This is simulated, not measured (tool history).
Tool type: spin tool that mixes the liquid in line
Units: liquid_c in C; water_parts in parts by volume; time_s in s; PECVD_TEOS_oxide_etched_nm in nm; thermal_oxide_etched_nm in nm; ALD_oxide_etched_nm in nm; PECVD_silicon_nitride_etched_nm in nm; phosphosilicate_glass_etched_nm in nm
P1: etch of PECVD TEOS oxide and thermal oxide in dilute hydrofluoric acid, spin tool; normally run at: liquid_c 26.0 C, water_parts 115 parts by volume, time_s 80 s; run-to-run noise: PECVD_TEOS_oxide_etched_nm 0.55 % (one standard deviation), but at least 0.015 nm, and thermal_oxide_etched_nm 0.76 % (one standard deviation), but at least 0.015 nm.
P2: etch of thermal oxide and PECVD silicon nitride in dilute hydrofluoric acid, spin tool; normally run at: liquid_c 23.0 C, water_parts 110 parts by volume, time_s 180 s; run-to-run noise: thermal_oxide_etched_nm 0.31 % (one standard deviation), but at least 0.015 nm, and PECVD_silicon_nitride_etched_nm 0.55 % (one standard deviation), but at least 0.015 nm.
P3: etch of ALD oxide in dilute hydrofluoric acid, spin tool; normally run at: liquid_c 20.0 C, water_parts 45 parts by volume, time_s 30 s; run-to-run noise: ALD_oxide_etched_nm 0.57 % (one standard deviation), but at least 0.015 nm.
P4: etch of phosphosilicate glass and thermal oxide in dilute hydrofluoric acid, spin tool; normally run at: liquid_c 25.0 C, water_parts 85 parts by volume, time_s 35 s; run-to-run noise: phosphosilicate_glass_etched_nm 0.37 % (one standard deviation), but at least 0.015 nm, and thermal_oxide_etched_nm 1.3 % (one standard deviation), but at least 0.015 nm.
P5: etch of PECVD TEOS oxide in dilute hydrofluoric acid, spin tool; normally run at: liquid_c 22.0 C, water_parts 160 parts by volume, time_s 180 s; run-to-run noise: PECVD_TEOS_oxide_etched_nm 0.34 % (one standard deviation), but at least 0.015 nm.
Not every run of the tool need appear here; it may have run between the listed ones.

run,day,process,liquid_c,water_parts,time_s,hours since the thermometer was replaced,hours since the hydrofluoric acid flow meter was replaced,PECVD_TEOS_oxide_etched_nm,thermal_oxide_etched_nm,ALD_oxide_etched_nm,PECVD_silicon_nitride_etched_nm,phosphosilicate_glass_etched_nm
1,0.238,P1,26.0,115,80,695.4,655.7,6.36040,3.65900,,,
2,0.721,P3,20.0,45,30,707.0,667.3,,,8.4690,,
3,0.988,P2,23.0,190,180,713.4,673.7,,3.87710,,3.4518,
4,1.400,P1,29.5,115,80,723.3,683.6,7.29470,4.13970,,,
5,1.654,P5,22.0,160,180,729.4,689.7,8.46070,,,,
6,2.092,P4,25.0,85,55,739.9,700.2,,3.30140,,,51.687
7,2.396,P5,17.0,160,180,747.2,707.5,6.93000,,,,
8,2.792,P1,26.0,115,80,756.7,717.0,6.39070,3.60210,,,
9,3.100,P1,26.0,70,80,764.1,724.4,11.14100,6.28600,,,
# day 3.362: thermometer replaced
10,3.488,P3,20.0,75,30,3.0,733.7,,,4.9172,,
11,3.771,P4,25.0,85,35,9.8,740.5,,2.06450,,,32.586
12,4.258,P1,26.0,185,80,21.5,752.2,3.66260,2.10980,,,
13,4.696,P2,23.0,110,180,32.0,762.7,,7.28880,,5.9113,
14,5.138,P1,26.0,115,15,42.6,773.3,1.17440,0.68726,,,
15,5.392,P4,25.0,145,35,48.7,779.4,,1.10890,,,17.846
16,5.738,P3,17.0,45,30,57.0,787.7,,,7.3918,,
17,6.200,P5,22.0,160,15,68.1,798.8,0.70452,,,,
18,6.454,P5,22.0,75,180,74.2,804.9,19.89100,,,,
19,6.771,P4,31.0,85,35,81.8,812.5,,2.68370,,,41.220
20,7.262,P2,18.0,110,180,93.6,824.3,,5.93670,,4.2297,
21,7.733,P1,26.0,115,80,104.9,835.6,6.33090,3.61670,,,
22,8.067,P3,20.0,45,30,112.9,843.6,,,8.2564,,
23,8.308,P3,20.0,45,15,118.7,849.4,,,4.1368,,
24,8.538,P2,23.0,110,45,124.2,854.9,,1.83580,,1.4944,
25,8.850,P1,21.5,115,80,131.7,862.4,5.31080,3.06100,,,
26,9.338,P1,26.0,115,80,143.4,874.1,6.33760,3.60100,,,
27,9.692,P1,26.0,115,125,151.9,882.6,9.87150,5.60940,,,
28,9.988,P1,33.5,25,80,159.0,889.7,44.72800,25.24000,,,

Run 29 is up next; what results do you expect?
29,10.367,P1,26.0,115,80,168.1,898.8,?,?,,,

PECVD_TEOS_oxide_etched_nm: 6.33770 nm
thermal_oxide_etched_nm: 3.65010 nm

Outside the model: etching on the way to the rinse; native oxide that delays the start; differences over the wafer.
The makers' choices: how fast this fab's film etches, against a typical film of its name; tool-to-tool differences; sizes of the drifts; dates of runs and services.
